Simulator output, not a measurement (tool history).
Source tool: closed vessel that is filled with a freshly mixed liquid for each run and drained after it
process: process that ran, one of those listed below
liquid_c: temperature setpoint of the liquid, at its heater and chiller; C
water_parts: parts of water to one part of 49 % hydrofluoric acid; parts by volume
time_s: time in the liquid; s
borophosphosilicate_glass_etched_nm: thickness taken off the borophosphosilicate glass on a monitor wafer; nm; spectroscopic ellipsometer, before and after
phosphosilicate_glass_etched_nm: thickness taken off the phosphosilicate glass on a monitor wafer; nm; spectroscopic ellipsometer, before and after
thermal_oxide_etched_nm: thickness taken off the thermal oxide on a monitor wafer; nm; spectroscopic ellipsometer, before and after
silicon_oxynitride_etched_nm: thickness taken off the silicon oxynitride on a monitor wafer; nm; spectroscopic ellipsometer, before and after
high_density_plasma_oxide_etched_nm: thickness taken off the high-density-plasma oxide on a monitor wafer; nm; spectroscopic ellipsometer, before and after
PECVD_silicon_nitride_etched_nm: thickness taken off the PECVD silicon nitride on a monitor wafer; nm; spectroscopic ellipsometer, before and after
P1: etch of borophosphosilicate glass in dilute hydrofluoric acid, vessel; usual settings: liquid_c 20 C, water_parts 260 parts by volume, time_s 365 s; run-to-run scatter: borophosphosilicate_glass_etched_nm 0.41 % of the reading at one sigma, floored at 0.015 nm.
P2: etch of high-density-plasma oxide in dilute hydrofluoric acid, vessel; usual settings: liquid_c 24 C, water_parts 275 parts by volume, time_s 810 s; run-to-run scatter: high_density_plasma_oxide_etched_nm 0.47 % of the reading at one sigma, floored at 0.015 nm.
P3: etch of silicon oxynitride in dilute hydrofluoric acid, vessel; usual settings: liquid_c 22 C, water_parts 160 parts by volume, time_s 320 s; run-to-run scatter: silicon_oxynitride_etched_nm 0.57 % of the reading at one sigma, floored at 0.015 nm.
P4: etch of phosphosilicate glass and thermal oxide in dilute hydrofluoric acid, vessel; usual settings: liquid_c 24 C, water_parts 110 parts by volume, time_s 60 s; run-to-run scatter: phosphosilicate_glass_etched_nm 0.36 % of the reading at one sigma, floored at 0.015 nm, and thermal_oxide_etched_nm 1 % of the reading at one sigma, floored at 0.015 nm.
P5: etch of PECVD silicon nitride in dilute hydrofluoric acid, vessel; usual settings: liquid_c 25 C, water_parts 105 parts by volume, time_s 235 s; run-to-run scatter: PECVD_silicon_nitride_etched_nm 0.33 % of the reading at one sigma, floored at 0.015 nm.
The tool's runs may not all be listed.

run     day  process  liquid_c  water_parts  time_s  hours since the thermometer was replaced  hours since the hydrofluoric acid flow meter was replaced  borophosphosilicate_glass_etched_nm  phosphosilicate_glass_etched_nm  thermal_oxide_etched_nm  silicon_oxynitride_etched_nm  high_density_plasma_oxide_etched_nm  PECVD_silicon_nitride_etched_nm
  1   0.633       P1        20          260     365                                     185.5                                                      536.8                               49.403
  2   1.238       P4        24          110      60                                       200                                                      551.3                                                                 41.24                   2.4135
  3   1.921       P4        24          110      60                                     216.4                                                      567.7                                                                41.685                   2.4198
  4     2.3       P1        27          260     365                                     225.5                                                      576.8                               63.147
  5   2.988       P3        22          160     320                                       242                                                      593.3                                                                                                                       4.8559
  6   3.454       P3        22          250     320                                     253.2                                                      604.5                                                                                                                       2.9359
  7   4.142       P4        20          110      60                                     269.7                                                        621                                                                35.233                   2.1024
  8   4.817       P3        22          160     560                                     285.9                                                      637.2                                                                                                                       8.5366
  9   5.512       P2        24          275    1375                                     302.6                                                      653.9                                                                                                                                                            41.824
 10   5.917       P5        25          105     395                                     312.3                                                      663.6                                                                                                                                                                                             16.396
 11   6.408       P5        25          165     235                                     324.1                                                      675.4                                                                                                                                                                                             6.2693
 12   6.983       P1        20          390     365                                     337.9                                                      689.2                                29.36
 13   7.725       P1        20          260     600                                     355.7                                                        707                               81.384
 14   8.117       P2      19.5          275     810                                     365.1                                                      716.4                                                                                                                                                             21.13
 15   8.862       P4        24          110     105                                       383                                                      734.3                                                                72.656                   4.2648
 16   9.458       P1        20          260     170                                     397.3                                                      748.6                               22.827
 17  10.117       P1        20          260     365                                     413.1                                                      764.4                               49.358
 18  10.867       P5        25          105     235                                     431.1                                                      782.4                                                                                                                                                                                             9.8033
 19  11.258       P1        20          260     365                                     440.5                                                      791.8                               49.522
 20  11.654       P3        22          160     320                                       450                                                      801.3                                                                                                                       4.8836
 21  12.358       P2        24          275     810                                     466.9                                                      818.2                                                                                                                                                            24.553
 22   13.05       P1        20          260     365                                     483.5                                                      834.8                               49.662
 23  13.612       P2        24           75     810                                       497                                                      848.3                                                                                                                                                            112.81
 24  14.112       P3        29          160     320                                       509                                                      860.3                                                                                                                       6.6314
 25  14.817       P5        25          105     235                                     525.9                                                      877.2                                                                                                                                                                                             9.8198
 26  15.225       P1        20          260     365                                     535.7                                                        887                               49.368
 27    15.6       P1        20          145     365                                     544.7                                                        896                               98.649
 28  16.267       P1        20          100     565                                     560.7                                                        912                               234.15
 29  16.904       P1        17          260     365                                       576                                                      927.3                               44.065
 30  17.604       P4        24          200      60                                     592.8                                                      944.1                                                                20.667                   1.2384
 31  18.117       P5      29.5          105     235                                     605.1                                                      956.4                                                                                                                                                                                             13.109
 32  18.646       P1        20          260     365                                     617.8                                                      969.1                               49.614
 33    19.2       P1        20          260     365                                     631.1                                                      982.4                               49.333
 34  19.879       P1        20          260     365                                     647.4                                                      998.7                               46.519
 35  20.254       P1        20          260     365                                     656.4                                                     1007.7                               45.948
 36  20.662       P1        20          260     365                                     666.2                                                     1017.5                               45.989
 37  21.175       P1        20          260     365                                     678.5                                                     1029.8                               45.434
 38  21.779       P1        20          260     365                                       693                                                     1044.3                               45.398
 39  22.233       P1        20          260     365                                     703.9                                                     1055.2                               45.178

Something has made what P1 gives creep away from where it was; the 2 causes below, each at its own stated size, fit the log equally well:
A: hydrofluoric acid flow below the setpoint (%) = 6.71
B: liquid colder than its thermometer reads (K) = 2.29
The creep began at about day 19.2.

Below are 4 check runs, each on a single wafer, with their results shown as question marks. Which of them would tell the listed causes apart, meaning the causes would give clearly different results under it?
check 1  22.688       P3        27          240     320                                                                                                                                                                                                                                 ?
check 2  22.688       P2        24          275    1295                                                                                                                                                                                                                                                                      ?
check 3  22.688       P5        28          105     235                                                                                                                                                                                                                                                                                                       ?
check 4  22.688       P4        24          185      90                                                                                                                                                                          ?                        ?

How each check would come out, cause by cause:
  check                               result    if A    if B
check 1         silicon_oxynitride_etched_nm  3.5096  3.4572
check 2  high_density_plasma_oxide_etched_nm  36.132  36.389
check 3      PECVD_silicon_nitride_etched_nm  11.098  10.269
check 4      phosphosilicate_glass_etched_nm  31.219  31.137
check 4              thermal_oxide_etched_nm  1.8305  1.8257
Distance between the nearest two causes, measured in the result of the check that separates them most: check 1 1.5 %; check 2 0.71 %; check 3 7.76 %; check 4 0.26 %
Check 3 is the one run that separates the causes; every other check would come out nearly the same whichever cause is at work.

Then check 3 was run and gave: PECVD_silicon_nitride_etched_nm 10.277 nm. Which cause is it?

B is the cause: liquid colder than its thermometer reads (K).
